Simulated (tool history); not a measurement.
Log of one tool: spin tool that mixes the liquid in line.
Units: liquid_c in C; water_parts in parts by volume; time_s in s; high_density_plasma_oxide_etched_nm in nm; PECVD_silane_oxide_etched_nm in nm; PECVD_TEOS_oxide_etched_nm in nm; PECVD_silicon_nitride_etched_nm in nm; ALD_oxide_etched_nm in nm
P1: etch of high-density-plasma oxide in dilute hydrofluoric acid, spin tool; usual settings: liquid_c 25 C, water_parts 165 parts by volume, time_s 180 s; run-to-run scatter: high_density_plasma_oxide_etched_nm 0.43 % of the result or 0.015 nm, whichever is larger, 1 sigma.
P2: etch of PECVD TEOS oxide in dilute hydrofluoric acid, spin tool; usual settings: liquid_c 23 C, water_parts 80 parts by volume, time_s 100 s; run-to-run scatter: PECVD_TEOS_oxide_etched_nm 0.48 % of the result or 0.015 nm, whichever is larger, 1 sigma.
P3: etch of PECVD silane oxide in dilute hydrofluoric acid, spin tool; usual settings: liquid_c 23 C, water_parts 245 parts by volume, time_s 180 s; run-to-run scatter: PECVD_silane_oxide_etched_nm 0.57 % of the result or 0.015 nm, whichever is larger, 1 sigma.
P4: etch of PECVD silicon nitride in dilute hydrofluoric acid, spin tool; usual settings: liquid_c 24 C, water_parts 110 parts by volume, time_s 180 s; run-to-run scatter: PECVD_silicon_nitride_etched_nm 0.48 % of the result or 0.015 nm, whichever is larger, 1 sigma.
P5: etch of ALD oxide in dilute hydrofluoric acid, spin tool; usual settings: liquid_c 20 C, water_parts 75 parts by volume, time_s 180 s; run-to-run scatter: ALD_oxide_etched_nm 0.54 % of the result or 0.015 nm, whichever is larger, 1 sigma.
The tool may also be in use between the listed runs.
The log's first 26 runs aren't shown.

run	hour	process	liquid_c	water_parts	time_s	hours since the thermometer was replaced	hours since the hydrofluoric acid flow meter was replaced	high_density_plasma_oxide_etched_nm	PECVD_silane_oxide_etched_nm	PECVD_TEOS_oxide_etched_nm	PECVD_silicon_nitride_etched_nm	ALD_oxide_etched_nm
27	102	P4	24	110	180	779.2	645.4				6.7992	
28	107	P2	23	80	20	784.2	650.4			6.0855		
29	110.6	P5	20	40	180	787.8	654					76.625
30	115.8	P2	23	135	100	793	659.2			16.778		
31	119.2	P1	25	35	180	796.4	662.6	58.335				
32	123.3	P1	25	165	180	800.5	666.7	10.591				
33	128.8	P1	25	165	180	806	672.2	10.132				
34	133.8	P1	25	165	180	811	677.2	9.9701				
35	139.1	P1	25	165	180	816.3	682.5	9.901				

Forecast run 36:
36	142.6	P1	25	165	180	819.8	686	?				

{"run 36": {"high_density_plasma_oxide_etched_nm": 9.8296}}

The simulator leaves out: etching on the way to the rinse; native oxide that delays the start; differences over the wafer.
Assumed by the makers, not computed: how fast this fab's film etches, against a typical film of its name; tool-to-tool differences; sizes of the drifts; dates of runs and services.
